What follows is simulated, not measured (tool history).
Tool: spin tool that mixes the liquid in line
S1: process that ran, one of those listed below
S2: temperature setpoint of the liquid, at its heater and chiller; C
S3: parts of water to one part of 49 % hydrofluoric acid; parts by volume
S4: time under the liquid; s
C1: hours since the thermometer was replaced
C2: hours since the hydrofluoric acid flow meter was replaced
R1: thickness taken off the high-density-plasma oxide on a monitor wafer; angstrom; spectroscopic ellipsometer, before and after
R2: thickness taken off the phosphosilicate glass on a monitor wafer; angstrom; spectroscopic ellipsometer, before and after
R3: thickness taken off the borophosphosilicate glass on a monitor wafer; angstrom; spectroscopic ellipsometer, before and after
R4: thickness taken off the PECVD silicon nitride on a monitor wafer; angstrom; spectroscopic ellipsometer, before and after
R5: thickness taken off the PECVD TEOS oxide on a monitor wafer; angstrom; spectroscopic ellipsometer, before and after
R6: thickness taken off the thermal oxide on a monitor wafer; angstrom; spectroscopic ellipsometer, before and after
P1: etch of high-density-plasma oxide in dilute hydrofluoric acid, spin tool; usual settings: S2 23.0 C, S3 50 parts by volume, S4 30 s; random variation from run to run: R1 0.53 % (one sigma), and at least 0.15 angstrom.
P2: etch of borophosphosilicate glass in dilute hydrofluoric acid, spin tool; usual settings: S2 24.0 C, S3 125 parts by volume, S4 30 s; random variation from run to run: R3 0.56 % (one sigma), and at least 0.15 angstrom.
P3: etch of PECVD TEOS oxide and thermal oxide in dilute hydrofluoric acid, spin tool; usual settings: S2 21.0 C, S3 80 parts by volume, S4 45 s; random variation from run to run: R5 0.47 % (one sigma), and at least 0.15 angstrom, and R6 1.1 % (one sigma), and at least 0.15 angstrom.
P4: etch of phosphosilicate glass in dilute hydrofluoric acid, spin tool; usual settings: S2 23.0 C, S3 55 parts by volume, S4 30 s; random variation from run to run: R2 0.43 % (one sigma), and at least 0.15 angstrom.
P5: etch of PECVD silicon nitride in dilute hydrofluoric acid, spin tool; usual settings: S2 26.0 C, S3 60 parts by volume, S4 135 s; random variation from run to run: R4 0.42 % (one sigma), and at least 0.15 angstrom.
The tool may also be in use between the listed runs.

run 1 hour=13.5 | S1=P1 S2=23.0 S3=50 S4=30 | C1=1207.8 C2=256.9 | R1=68.184
run 2 hour=21.0 | S1=P1 S2=30.5 S3=50 S4=45 | C1=1215.3 C2=264.4 | R1=138.700
run 3 hour=34.5 | S1=P1 S2=23.0 S3=50 S4=30 | C1=1228.8 C2=277.9 | R1=67.811
run 4 hour=46.7 | S1=P1 S2=23.0 S3=75 S4=30 | C1=1241.0 C2=290.1 | R1=44.067
run 5 hour=59.1 | S1=P4 S2=23.0 S3=55 S4=15 | C1=1253.4 C2=302.5 | R2=542.55
run 6 hour=70.0 | S1=P1 S2=17.0 S3=50 S4=60 | C1=1264.3 C2=313.4 | R1=105.620
run 7 hour=82.9 | S1=P2 S2=24.0 S3=195 S4=30 | C1=1277.2 C2=326.3 | R3=59.308
run 8 hour=91.9 | S1=P1 S2=23.0 S3=50 S4=30 | C1=1286.2 C2=335.3 | R1=68.477
run 9 hour=101.3 | S1=P2 S2=24.0 S3=125 S4=30 | C1=1295.6 C2=344.7 | R3=98.967
run 10 hour=110.8 | S1=P5 S2=34.0 S3=60 S4=135 | C1=1305.1 C2=354.2 | R4=144.070
run 11 hour=117.0 | S1=P1 S2=23.0 S3=50 S4=30 | C1=1311.3 C2=360.4 | R1=67.740
run 12 hour=124.6 | S1=P4 S2=23.0 S3=55 S4=30 | C1=1318.9 C2=368.0 | R2=1091.00
run 13 hour=137.3 | S1=P2 S2=18.5 S3=125 S4=30 | C1=1331.6 C2=380.7 | R3=80.919
run 14 hour=143.7 | S1=P1 S2=23.0 S3=25 S4=30 | C1=1338.0 C2=387.1 | R1=141.270
run 15 hour=151.4 | S1=P1 S2=26.5 S3=20 S4=30 | C1=1345.7 C2=394.8 | R1=204.470
run 16 hour=158.0 | S1=P4 S2=29.0 S3=55 S4=30 | C1=1352.3 C2=401.4 | R2=1383.50
run 17 hour=167.1 | S1=P1 S2=28.5 S3=50 S4=30 | C1=1361.4 C2=410.5 | R1=85.080
run 18 hour=180.9 | S1=P5 S2=26.0 S3=60 S4=230 | C1=1375.2 C2=424.3 | R4=147.680
run 19 hour=192.0 | S1=P5 S2=26.0 S3=85 S4=135 | C1=1386.3 C2=435.4 | R4=61.103
run 20 hour=199.5 | S1=P3 S2=21.0 S3=80 S4=15 | C1=1393.8 C2=442.9 | R5=31.12 R6=8.1604
run 21 hour=210.9 | S1=P5 S2=26.0 S3=60 S4=135 | C1=1405.2 C2=454.3 | R4=86.283
run 22 hour=217.5 | S1=P1 S2=23.0 S3=50 S4=30 | C1=1411.8 C2=460.9 | R1=68.600
run 23 hour=223.4 | S1=P1 S2=19.0 S3=50 S4=30 | C1=1417.7 C2=466.8 | R1=57.807
run 24 hour=236.2 | S1=P1 S2=23.0 S3=50 S4=15 | C1=1430.5 C2=479.6 | R1=34.360
run 25 hour=249.2 | S1=P3 S2=25.5 S3=80 S4=45 | C1=1443.5 C2=492.6 | R5=111.27 R6=29.0100
run 26 hour=256.3 | S1=P5 S2=26.0 S3=60 S4=135 | C1=1450.6 C2=499.7 | R4=86.149
run 27 hour=264.7 | S1=P1 S2=23.0 S3=50 S4=50 | C1=1459.0 C2=508.1 | R1=112.410
run 28 hour=276.9 | S1=P1 S2=23.0 S3=50 S4=30 | C1=1471.2 C2=520.3 | R1=67.876
run 29 hour=283.8 | S1=P3 S2=21.0 S3=80 S4=45 | C1=1478.1 C2=527.2 | R5=92.78 R6=24.5140
run 30 hour=293.1 | S1=P2 S2=24.0 S3=125 S4=15 | C1=1487.4 C2=536.5 | R3=50.050
run 31 hour=304.0 | S1=P4 S2=23.0 S3=100 S4=30 | C1=1498.3 C2=547.4 | R2=568.42
run 32 hour=311.3 | S1=P3 S2=21.0 S3=30 S4=45 | C1=1505.6 C2=554.7 | R5=264.43 R6=70.0440
run 33 hour=324.1 | S1=P1 S2=23.0 S3=50 S4=30 | C1=1518.4 C2=567.5 | R1=68.180
run 34 hour=331.2 | S1=P1 S2=23.0 S3=50 S4=30 | C1=1525.5 C2=574.6 | R1=66.593
run 35 hour=338.1 | S1=P1 S2=23.0 S3=50 S4=30 | C1=1532.4 C2=581.5 | R1=66.148
run 36 hour=351.2 | S1=P1 S2=23.0 S3=50 S4=30 | C1=1545.5 C2=594.6 | R1=65.625
run 37 hour=363.0 | S1=P1 S2=23.0 S3=50 S4=30 | C1=1557.3 C2=606.4 | R1=63.506
run 38 hour=371.0 | S1=P1 S2=23.0 S3=50 S4=30 | C1=1565.3 C2=614.4 | R1=63.720
run 39 hour=384.1 | S1=P1 S2=23.0 S3=50 S4=30 | C1=1578.4 C2=627.5 | R1=63.900
run 40 hour=393.1 | S1=P1 S2=23.0 S3=50 S4=30 | C1=1587.4 C2=636.5 | R1=62.900
run 41 hour=401.0 | S1=P1 S2=23.0 S3=50 S4=30 | C1=1595.3 C2=644.4 | R1=63.081
run 42 hour=410.1 | S1=P1 S2=23.0 S3=50 S4=30 | C1=1604.4 C2=653.5 | R1=63.319

What P1 gives has crept away from where it was. These 2 causes fit the log equally well, each at the size given:
A: hydrofluoric acid flow below the setpoint (%) = 6.48
B: liquid colder than its thermometer reads (K) = 1.71
The creep began at about hour 324.1.

4 check runs are offered, one wafer each, their results left as question marks. Which one tells the causes apart?
run check 1 hour=419.2 | S1=P3 S2=21.0 S3=80 S4=45 | R5=? R6=?
run check 2 hour=419.2 | S1=P2 S2=24.0 S3=125 S4=30 | R3=?
run check 3 hour=419.2 | S1=P4 S2=23.0 S3=55 S4=30 | R2=?
run check 4 hour=419.2 | S1=P5 S2=26.0 S3=60 S4=135 | R4=?

What each check would give under each cause:
check=check_1 result=R5 if_A=86.806 if_B=87.013
check=check_1 result=R6 if_A=22.7690 if_B=22.8240
check=check_2 result=R3 if_A=92.008 if_B=92.941
check=check_3 result=R2 if_A=1015.20 if_B=1016.00
check=check_4 result=R4 if_A=80.617 if_B=76.864
How far apart the two closest causes lie, in the result that separates them most: check 1 0.24 %; check 2 1.01 %; check 3 0.07 %; check 4 4.77 %
Check 4 tells the causes apart: in the others they would give nearly the same result.

Then check 4 was run and gave: R4 76.603 angstrom. Which cause is it?

It is B: liquid colder than its thermometer reads (K).
